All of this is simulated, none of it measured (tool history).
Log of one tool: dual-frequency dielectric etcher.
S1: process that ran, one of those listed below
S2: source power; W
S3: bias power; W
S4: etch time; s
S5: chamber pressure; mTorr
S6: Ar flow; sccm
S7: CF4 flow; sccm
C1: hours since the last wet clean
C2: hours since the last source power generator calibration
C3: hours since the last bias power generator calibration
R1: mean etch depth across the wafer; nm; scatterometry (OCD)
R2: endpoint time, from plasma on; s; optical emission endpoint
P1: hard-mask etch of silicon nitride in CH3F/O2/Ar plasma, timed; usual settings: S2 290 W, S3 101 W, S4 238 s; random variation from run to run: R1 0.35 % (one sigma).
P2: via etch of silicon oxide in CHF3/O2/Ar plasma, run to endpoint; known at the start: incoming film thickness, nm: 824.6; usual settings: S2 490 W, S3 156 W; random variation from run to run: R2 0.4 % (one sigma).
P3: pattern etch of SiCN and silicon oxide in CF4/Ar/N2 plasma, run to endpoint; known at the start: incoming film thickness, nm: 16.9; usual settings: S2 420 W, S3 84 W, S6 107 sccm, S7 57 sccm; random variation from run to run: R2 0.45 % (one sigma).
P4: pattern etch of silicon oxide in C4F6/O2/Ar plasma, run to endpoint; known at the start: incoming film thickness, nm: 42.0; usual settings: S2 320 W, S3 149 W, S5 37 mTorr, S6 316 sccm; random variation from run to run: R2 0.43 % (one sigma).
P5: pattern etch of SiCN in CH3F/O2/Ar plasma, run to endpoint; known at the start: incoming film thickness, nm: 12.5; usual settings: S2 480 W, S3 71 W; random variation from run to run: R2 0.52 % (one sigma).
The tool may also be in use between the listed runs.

{"run": 1, "hour": 4.6, "S1": "P1", "S2": 290, "S3": 101, "S4": 238, "C1": 98.8, "C2": 1494.1, "C3": 1072.6, "R1": 165.93}
{"run": 2, "hour": 12.2, "S1": "P4", "S2": 320, "S3": 149, "S5": 51.5, "S6": 316, "C1": 106.4, "C2": 1501.7, "C3": 1080.2, "R2": 16.492}
{"run": 3, "hour": 17.7, "S1": "P4", "S2": 320, "S3": 149, "S5": 37, "S6": 316, "C1": 111.9, "C2": 1507.2, "C3": 1085.7, "R2": 15.703}
{"run": 4, "hour": 24.4, "S1": "P1", "S2": 290, "S3": 61, "S4": 238, "C1": 118.6, "C2": 1513.9, "C3": 1092.4, "R1": 138.28}
{"run": 5, "hour": 32.1, "S1": "P1", "S2": 340, "S3": 75, "S4": 238, "C1": 126.3, "C2": 1521.6, "C3": 1100.1, "R1": 157.91}
{"run": 6, "hour": 36.5, "S1": "P1", "S2": 290, "S3": 124, "S4": 238, "C1": 130.7, "C2": 1526, "C3": 1104.5, "R1": 178.49}
{"run": 7, "hour": 44.5, "S1": "P5", "S2": 480, "S3": 71, "C1": 138.7, "C2": 1534, "C3": 1112.5, "R2": 30.348}
{"run": 8, "hour": 50.2, "S1": "P4", "S2": 320, "S3": 205, "S5": 37, "S6": 316, "C1": 144.4, "C2": 1539.7, "C3": 1118.2, "R2": 14.27}
{"run": 9, "hour": 55.6, "S1": "P3", "S2": 420, "S3": 107, "S6": 107, "S7": 57, "C1": 149.8, "C2": 1545.1, "C3": 1123.6, "R2": 19.306}
{"hour": 58.5, "done": "source power generator calibrated"}
{"run": 10, "hour": 62.5, "S1": "P3", "S2": 420, "S3": 84, "S6": 72, "S7": 57, "C1": 156.7, "C2": 4.1, "C3": 1130.5, "R2": 19.915}
{"run": 11, "hour": 67.7, "S1": "P1", "S2": 290, "S3": 101, "S4": 238, "C1": 161.9, "C2": 9.3, "C3": 1135.7, "R1": 164.91}
{"run": 12, "hour": 73.4, "S1": "P1", "S2": 290, "S3": 101, "S4": 238, "C1": 167.6, "C2": 15, "C3": 1141.4, "R1": 165.33}
{"run": 13, "hour": 79.1, "S1": "P1", "S2": 290, "S3": 101, "S4": 238, "C1": 173.3, "C2": 20.7, "C3": 1147.1, "R1": 165.07}
{"run": 14, "hour": 86.4, "S1": "P3", "S2": 420, "S3": 84, "S6": 107, "S7": 45, "C1": 180.6, "C2": 28, "C3": 1154.4, "R2": 21.826}
{"run": 15, "hour": 91.7, "S1": "P2", "S2": 490, "S3": 156, "C1": 185.9, "C2": 33.3, "C3": 1159.7, "R2": 488.96}
{"run": 16, "hour": 99.1, "S1": "P5", "S2": 350, "S3": 71, "C1": 193.3, "C2": 40.7, "C3": 1167.1, "R2": 34.516}
{"run": 17, "hour": 107.4, "S1": "P4", "S2": 320, "S3": 149, "S5": 37, "S6": 185, "C1": 201.6, "C2": 49, "C3": 1175.4, "R2": 14.858}
{"run": 18, "hour": 114.9, "S1": "P3", "S2": 420, "S3": 84, "S6": 107, "S7": 57, "C1": 209.1, "C2": 56.5, "C3": 1182.9, "R2": 21.162}
{"run": 19, "hour": 121.6, "S1": "P1", "S2": 340, "S3": 101, "S4": 238, "C1": 215.8, "C2": 63.2, "C3": 1189.6, "R1": 176.33}
{"run": 20, "hour": 126.9, "S1": "P2", "S2": 670, "S3": 156, "C1": 221.1, "C2": 68.5, "C3": 1194.9, "R2": 437.04}
{"run": 21, "hour": 134.3, "S1": "P4", "S2": 400, "S3": 149, "S5": 37, "S6": 316, "C1": 228.5, "C2": 75.9, "C3": 1202.3, "R2": 14.424}
{"run": 22, "hour": 141.7, "S1": "P1", "S2": 210, "S3": 101, "S4": 238, "C1": 235.9, "C2": 83.3, "C3": 1209.7, "R1": 146.2}
{"run": 23, "hour": 146.6, "S1": "P3", "S2": 530, "S3": 84, "S6": 107, "S7": 57, "C1": 240.8, "C2": 88.2, "C3": 1214.6, "R2": 17.288}
{"run": 24, "hour": 154.2, "S1": "P1", "S2": 230, "S3": 118, "S4": 238, "C1": 248.4, "C2": 95.8, "C3": 1222.2, "R1": 161.9}
{"run": 25, "hour": 162.0, "S1": "P1", "S2": 290, "S3": 101, "S4": 238, "C1": 256.2, "C2": 103.6, "C3": 1230, "R1": 163.92}
{"run": 26, "hour": 168.1, "S1": "P5", "S2": 480, "S3": 49, "C1": 262.3, "C2": 109.7, "C3": 1236.1, "R2": 34.61}
{"run": 27, "hour": 175.2, "S1": "P1", "S2": 290, "S3": 101, "S4": 238, "C1": 269.4, "C2": 116.8, "C3": 1243.2, "R1": 164.01}
{"run": 28, "hour": 182.2, "S1": "P2", "S2": 490, "S3": 110, "C1": 276.4, "C2": 123.8, "C3": 1250.2, "R2": 544.49}
{"run": 29, "hour": 187.1, "S1": "P1", "S2": 290, "S3": 101, "S4": 309.5, "C1": 281.3, "C2": 128.7, "C3": 1255.1, "R1": 214.13}
{"run": 30, "hour": 191.0, "S1": "P1", "S2": 290, "S3": 101, "S4": 133.5, "C1": 285.2, "C2": 132.6, "C3": 1259, "R1": 92.126}
{"run": 31, "hour": 197.8, "S1": "P4", "S2": 320, "S3": 149, "S5": 37, "S6": 316, "C1": 292, "C2": 139.4, "C3": 1265.8, "R2": 15.898}
{"run": 32, "hour": 202.2, "S1": "P1", "S2": 290, "S3": 101, "S4": 238, "C1": 296.4, "C2": 143.8, "C3": 1270.2, "R1": 165.66}
{"run": 33, "hour": 209.8, "S1": "P1", "S2": 290, "S3": 101, "S4": 238, "C1": 304, "C2": 151.4, "C3": 1277.8, "R1": 163.67}
{"run": 34, "hour": 217.3, "S1": "P1", "S2": 290, "S3": 101, "S4": 238, "C1": 311.5, "C2": 158.9, "C3": 1285.3, "R1": 163.11}
{"run": 35, "hour": 222.7, "S1": "P1", "S2": 290, "S3": 101, "S4": 238, "C1": 316.9, "C2": 164.3, "C3": 1290.7, "R1": 162.51}
{"run": 36, "hour": 229.7, "S1": "P1", "S2": 290, "S3": 101, "S4": 238, "C1": 323.9, "C2": 171.3, "C3": 1297.7, "R1": 162.91}
{"hour": 232.6, "done": "wet clean of the chamber"}
{"run": 37, "hour": 235.9, "S1": "P1", "S2": 290, "S3": 101, "S4": 238, "C1": 3.3, "C2": 177.5, "C3": 1303.9, "R1": 162.47}
{"run": 38, "hour": 243.9, "S1": "P1", "S2": 290, "S3": 101, "S4": 238, "C1": 11.3, "C2": 185.5, "C3": 1311.9, "R1": 162.13}
{"run": 39, "hour": 251.0, "S1": "P1", "S2": 290, "S3": 101, "S4": 238, "C1": 18.4, "C2": 192.6, "C3": 1319, "R1": 162.59}

What P1 gives has crept away from where it was. These 2 causes fit the log equally well, each at the size given:
A: bias power that arrives under what is set, % = 4.58
B: source power that arrives under what is set, % = 4.64
The creep began at about hour 202.2.
Why every other cause is out:
chamber walls in a state that lowers the etch rate, %: serviced at hour 232.6, which brought nothing back

4 check runs are offered, each on 2 wafers whose results are averaged, their results left as question marks. Which one tells the causes apart?
{"run": "check 1", "hour": 258.1, "S1": "P5", "S2": 480, "S3": 71, "R2": "?"}
{"run": "check 2", "hour": 258.1, "S1": "P2", "S2": 490, "S3": 156, "R2": "?"}
{"run": "check 3", "hour": 258.1, "S1": "P3", "S2": 420, "S3": 84, "S6": 107, "S7": 57, "R2": "?"}
{"run": "check 4", "hour": 258.1, "S1": "P4", "S2": 320, "S3": 149, "S5": 37, "S6": 316, "R2": "?"}

What each check would give under each cause:
check=check_1 result=R2 if_A=31.056 if_B=31.11
check=check_2 result=R2 if_A=497.68 if_B=499.07
check=check_3 result=R2 if_A=21.445 if_B=21.977
check=check_4 result=R2 if_A=16.014 if_B=16.082
How far apart the two closest causes lie, in the result that separates them most: check 1 0.17 %; check 2 0.28 %; check 3 2.45 %; check 4 0.43 %
Only check 3 tells the causes apart: in the others they would give nearly the same result.

Check 3 was then run and gave: R2 21.968 s. Which cause is it?

It is B: source power that arrives under what is set, %.

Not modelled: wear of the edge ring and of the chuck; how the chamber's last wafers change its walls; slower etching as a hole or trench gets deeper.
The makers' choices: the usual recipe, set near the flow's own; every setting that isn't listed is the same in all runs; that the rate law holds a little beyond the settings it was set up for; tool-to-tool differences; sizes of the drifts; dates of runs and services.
